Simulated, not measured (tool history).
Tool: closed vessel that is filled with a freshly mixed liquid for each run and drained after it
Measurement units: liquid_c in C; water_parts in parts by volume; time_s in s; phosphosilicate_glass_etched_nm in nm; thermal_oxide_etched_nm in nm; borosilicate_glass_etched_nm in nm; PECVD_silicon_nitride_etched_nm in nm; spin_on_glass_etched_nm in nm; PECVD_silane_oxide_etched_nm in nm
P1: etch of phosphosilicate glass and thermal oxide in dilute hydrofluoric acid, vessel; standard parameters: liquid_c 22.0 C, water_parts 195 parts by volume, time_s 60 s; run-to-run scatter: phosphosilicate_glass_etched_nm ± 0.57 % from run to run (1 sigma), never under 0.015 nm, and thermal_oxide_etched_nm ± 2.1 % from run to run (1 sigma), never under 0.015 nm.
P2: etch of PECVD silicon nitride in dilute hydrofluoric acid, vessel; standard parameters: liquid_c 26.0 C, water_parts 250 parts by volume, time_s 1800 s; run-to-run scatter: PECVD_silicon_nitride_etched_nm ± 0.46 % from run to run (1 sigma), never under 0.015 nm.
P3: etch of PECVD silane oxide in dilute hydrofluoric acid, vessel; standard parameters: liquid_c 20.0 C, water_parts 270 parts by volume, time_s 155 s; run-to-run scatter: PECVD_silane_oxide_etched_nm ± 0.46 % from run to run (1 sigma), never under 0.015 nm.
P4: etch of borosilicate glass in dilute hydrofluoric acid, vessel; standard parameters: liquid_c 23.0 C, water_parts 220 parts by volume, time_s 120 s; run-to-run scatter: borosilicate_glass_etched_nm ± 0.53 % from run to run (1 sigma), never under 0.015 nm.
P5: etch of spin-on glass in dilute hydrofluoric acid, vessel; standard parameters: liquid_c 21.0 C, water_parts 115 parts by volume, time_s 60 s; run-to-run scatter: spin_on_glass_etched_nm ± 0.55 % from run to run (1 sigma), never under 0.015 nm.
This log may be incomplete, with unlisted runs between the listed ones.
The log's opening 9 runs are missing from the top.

| run | hour | process | liquid_c | water_parts | time_s | hours since the thermometer was replaced | hours since the hydrofluoric acid flow meter was replaced | phosphosilicate_glass_etched_nm | thermal_oxide_etched_nm | borosilicate_glass_etched_nm | PECVD_silicon_nitride_etched_nm | spin_on_glass_etched_nm | PECVD_silane_oxide_etched_nm |
|---|---|---|---|---|---|---|---|---|---|---|---|---|---|
| 10 | 39.0 | P1 | 22.0 | 195 | 60 | 1544.2 | 284.1 | 25.403 | 1.10700 |  |  |  |  |
| 11 | 44.5 | P1 | 17.0 | 195 | 60 | 1549.7 | 289.6 | 21.025 | 0.92960 |  |  |  |  |
|  | 48.4 | hydrofluoric acid flow meter replaced |
| 12 | 48.8 | P1 | 22.0 | 195 | 60 | 1554.0 | 0.5 | 25.585 | 1.11230 |  |  |  |  |
| 13 | 54.2 | P1 | 27.5 | 70 | 60 | 1559.4 | 5.9 | 102.420 | 4.37260 |  |  |  |  |
| 14 | 59.2 | P1 | 22.0 | 100 | 60 | 1564.4 | 10.9 | 55.281 | 2.32600 |  |  |  |  |
| 15 | 62.2 | P1 | 22.0 | 195 | 60 | 1567.4 | 13.9 | 25.437 | 1.06330 |  |  |  |  |
| 16 | 66.4 | P1 | 22.0 | 330 | 60 | 1571.6 | 18.1 | 13.359 | 0.60772 |  |  |  |  |
| 17 | 69.3 | P2 | 26.0 | 125 | 1800 | 1574.5 | 21.0 |  |  |  | 39.027 |  |  |
| 18 | 72.7 | P2 | 33.5 | 250 | 1800 | 1577.9 | 24.4 |  |  |  | 30.227 |  |  |
| 19 | 76.0 | P4 | 23.0 | 220 | 45 | 1581.2 | 27.7 |  |  | 3.2016 |  |  |  |
| 20 | 80.2 | P4 | 23.0 | 405 | 120 | 1585.4 | 31.9 |  |  | 3.8570 |  |  |  |
| 21 | 84.2 | P3 | 20.0 | 270 | 70 | 1589.4 | 35.9 |  |  |  |  |  | 4.5913 |
| 22 | 87.6 | P1 | 22.0 | 195 | 30 | 1592.8 | 39.3 | 12.836 | 0.55697 |  |  |  |  |
| 23 | 90.3 | P4 | 18.0 | 220 | 120 | 1595.5 | 42.0 |  |  | 7.0220 |  |  |  |
| 24 | 95.6 | P1 | 26.5 | 195 | 60 | 1600.8 | 47.3 | 30.493 | 1.33300 |  |  |  |  |
| 25 | 98.3 | P3 | 20.0 | 270 | 155 | 1603.5 | 50.0 |  |  |  |  |  | 10.2830 |
| 26 | 103.4 | P5 | 21.0 | 115 | 60 | 1608.6 | 55.1 |  |  |  |  | 20.562 |  |
| 27 | 107.3 | P5 | 21.0 | 40 | 60 | 1612.5 | 59.0 |  |  |  |  | 65.405 |  |

Run 28 is up next; what results do you expect?
| 28 | 110.3 | P4 | 23.0 | 220 | 120 | 1615.5 | 62.0 |  |  | ? |  |  |  |

For run 28 the tool returned borosilicate_glass_etched_nm 8.4976 nm.
